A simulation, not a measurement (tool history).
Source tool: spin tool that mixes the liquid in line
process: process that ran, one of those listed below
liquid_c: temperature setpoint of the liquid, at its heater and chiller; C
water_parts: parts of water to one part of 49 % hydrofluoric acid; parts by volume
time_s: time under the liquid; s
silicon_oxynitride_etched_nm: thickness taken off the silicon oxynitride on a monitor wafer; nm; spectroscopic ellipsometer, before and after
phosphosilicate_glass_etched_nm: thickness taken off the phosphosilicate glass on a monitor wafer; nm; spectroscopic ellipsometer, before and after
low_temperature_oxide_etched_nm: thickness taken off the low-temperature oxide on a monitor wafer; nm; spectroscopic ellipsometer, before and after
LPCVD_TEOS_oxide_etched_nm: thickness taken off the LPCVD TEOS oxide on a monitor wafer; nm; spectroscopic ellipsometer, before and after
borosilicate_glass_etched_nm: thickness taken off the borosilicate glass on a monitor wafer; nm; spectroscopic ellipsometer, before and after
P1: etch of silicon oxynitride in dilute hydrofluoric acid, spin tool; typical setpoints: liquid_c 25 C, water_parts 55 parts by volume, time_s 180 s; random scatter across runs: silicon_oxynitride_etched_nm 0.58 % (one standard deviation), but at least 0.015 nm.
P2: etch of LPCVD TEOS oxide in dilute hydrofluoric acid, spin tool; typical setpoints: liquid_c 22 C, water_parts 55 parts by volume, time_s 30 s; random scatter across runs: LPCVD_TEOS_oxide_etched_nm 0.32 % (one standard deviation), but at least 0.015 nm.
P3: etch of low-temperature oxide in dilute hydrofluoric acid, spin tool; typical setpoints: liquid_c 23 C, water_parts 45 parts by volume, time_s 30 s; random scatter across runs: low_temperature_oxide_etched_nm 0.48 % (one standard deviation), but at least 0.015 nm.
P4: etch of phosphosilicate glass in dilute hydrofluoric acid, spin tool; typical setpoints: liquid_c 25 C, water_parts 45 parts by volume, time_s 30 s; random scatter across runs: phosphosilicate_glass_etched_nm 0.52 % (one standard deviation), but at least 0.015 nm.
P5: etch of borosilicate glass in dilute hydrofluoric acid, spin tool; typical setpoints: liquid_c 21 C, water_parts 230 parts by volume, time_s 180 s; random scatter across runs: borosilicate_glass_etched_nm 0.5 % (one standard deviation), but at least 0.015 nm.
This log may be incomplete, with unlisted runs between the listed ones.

| run | hour | process | liquid_c | water_parts | time_s | silicon_oxynitride_etched_nm | phosphosilicate_glass_etched_nm | low_temperature_oxide_etched_nm | LPCVD_TEOS_oxide_etched_nm | borosilicate_glass_etched_nm |
|---|---|---|---|---|---|---|---|---|---|---|
| 1 | 6.1 | P1 | 25 | 55 | 180 | 13.6540 |  |  |  |  |
| 2 | 11.2 | P4 | 25 | 45 | 15 |  | 45.209 |  |  |  |
| 3 | 17.0 | P3 | 23 | 45 | 15 |  |  | 7.791 |  |  |
| 4 | 25.5 | P3 | 23 | 45 | 30 |  |  | 15.577 |  |  |
| 5 | 33.2 | P1 | 32 | 55 | 180 | 19.0600 |  |  |  |  |
| 6 | 36.8 | P1 | 25 | 20 | 180 | 38.8050 |  |  |  |  |
| 7 | 44.8 | P1 | 17 | 55 | 180 | 9.2156 |  |  |  |  |
| 8 | 48.5 | P2 | 22 | 20 | 30 |  |  |  | 27.4800 |  |
| 9 | 56.1 | P1 | 25 | 55 | 15 | 1.1292 |  |  |  |  |
| 10 | 64.0 | P2 | 17 | 55 | 30 |  |  |  | 7.7509 |  |
| 11 | 68.7 | P1 | 25 | 85 | 180 | 8.6624 |  |  |  |  |
| 12 | 75.3 | P4 | 19 | 45 | 30 |  | 70.304 |  |  |  |
| 13 | 79.9 | P5 | 21 | 230 | 70 |  |  |  |  | 4.7961 |
| 14 | 85.5 | P2 | 22 | 55 | 15 |  |  |  | 4.7352 |  |
| 15 | 91.8 | P1 | 25 | 55 | 265 | 20.1410 |  |  |  |  |
| 16 | 97.7 | P3 | 23 | 20 | 30 |  |  | 36.252 |  |  |
| 17 | 103.4 | P1 | 25 | 55 | 180 | 13.7740 |  |  |  |  |
| 18 | 110.6 | P4 | 25 | 45 | 30 |  | 90.152 |  |  |  |
| 19 | 117.5 | P4 | 25 | 60 | 30 |  | 65.863 |  |  |  |
| 20 | 122.1 | P5 | 21 | 375 | 180 |  |  |  |  | 6.6970 |
| 21 | 127.4 | P3 | 19 | 45 | 30 |  |  | 13.325 |  |  |
| 22 | 135.4 | P1 | 25 | 55 | 180 | 13.8070 |  |  |  |  |
| 23 | 140.7 | P2 | 22 | 55 | 30 |  |  |  | 9.4998 |  |
| 24 | 144.5 | P1 | 25 | 25 | 15 | 2.5333 |  |  |  |  |
| 25 | 152.7 | P1 | 25 | 55 | 180 | 13.7350 |  |  |  |  |
| 26 | 157.4 | P5 | 21 | 230 | 180 |  |  |  |  | 12.5310 |
| 27 | 165.4 | P1 | 25 | 55 | 180 | 13.5530 |  |  |  |  |
| 28 | 172.1 | P5 | 29 | 230 | 180 |  |  |  |  | 16.5610 |
| 29 | 176.7 | P1 | 25 | 55 | 180 | 13.7520 |  |  |  |  |
| 30 | 184.1 | P1 | 25 | 55 | 180 | 14.1900 |  |  |  |  |
| 31 | 189.7 | P1 | 25 | 55 | 180 | 14.6480 |  |  |  |  |
| 32 | 194.5 | P1 | 25 | 55 | 180 | 14.6540 |  |  |  |  |
| 33 | 199.3 | P1 | 25 | 55 | 180 | 14.7690 |  |  |  |  |
| 34 | 207.2 | P1 | 25 | 55 | 180 | 14.7320 |  |  |  |  |
| 35 | 214.5 | P1 | 25 | 55 | 180 | 14.7570 |  |  |  |  |

What P1 gives has crept off from where it sat before. The 2 causes that follow fit the log equally well, each at the size noted:
A: liquid hotter than its thermometer reads (K) = 1.61
B: hydrofluoric acid flow above the setpoint (%) = 7.64
Onset of the creep was near hour 176.7.

The 4 check runs listed below each average the results of 2 wafers, and their outcomes are marked with question marks. Under which run would the listed causes produce clearly different results?
| check 1 | 221.8 | P4 | 19.5 | 45 | 30 |  | ? |  |  |  |
| check 2 | 221.8 | P3 | 23.0 | 20 | 15 |  |  | ? |  |  |
| check 3 | 221.8 | P5 | 27.5 | 230 | 85 |  |  |  |  | ? |
| check 4 | 221.8 | P2 | 17.5 | 20 | 30 |  |  |  | ? |  |

What each check would give under each cause:
| check | result | if A | if B |
|---|---|---|---|
| check 1 | phosphosilicate_glass_etched_nm | 76.451 | 77.132 |
| check 2 | low_temperature_oxide_etched_nm | 19.463 | 19.609 |
| check 3 | borosilicate_glass_etched_nm | 7.8542 | 8.1469 |
| check 4 | LPCVD_TEOS_oxide_etched_nm | 24.2330 | 24.3400 |
Distance between the nearest two causes, measured in the result of the check that separates them most: check 1 0.89 %; check 2 0.75 %; check 3 3.66 %; check 4 0.44 %
Check 3 distinguishes between the causes, while the remaining checks would return nearly the same result for all of them.

Here is what check 3 returned: borosilicate_glass_etched_nm 7.8306 nm. Which cause is it?

The correct cause is A, namely: liquid hotter than its thermometer reads (K).
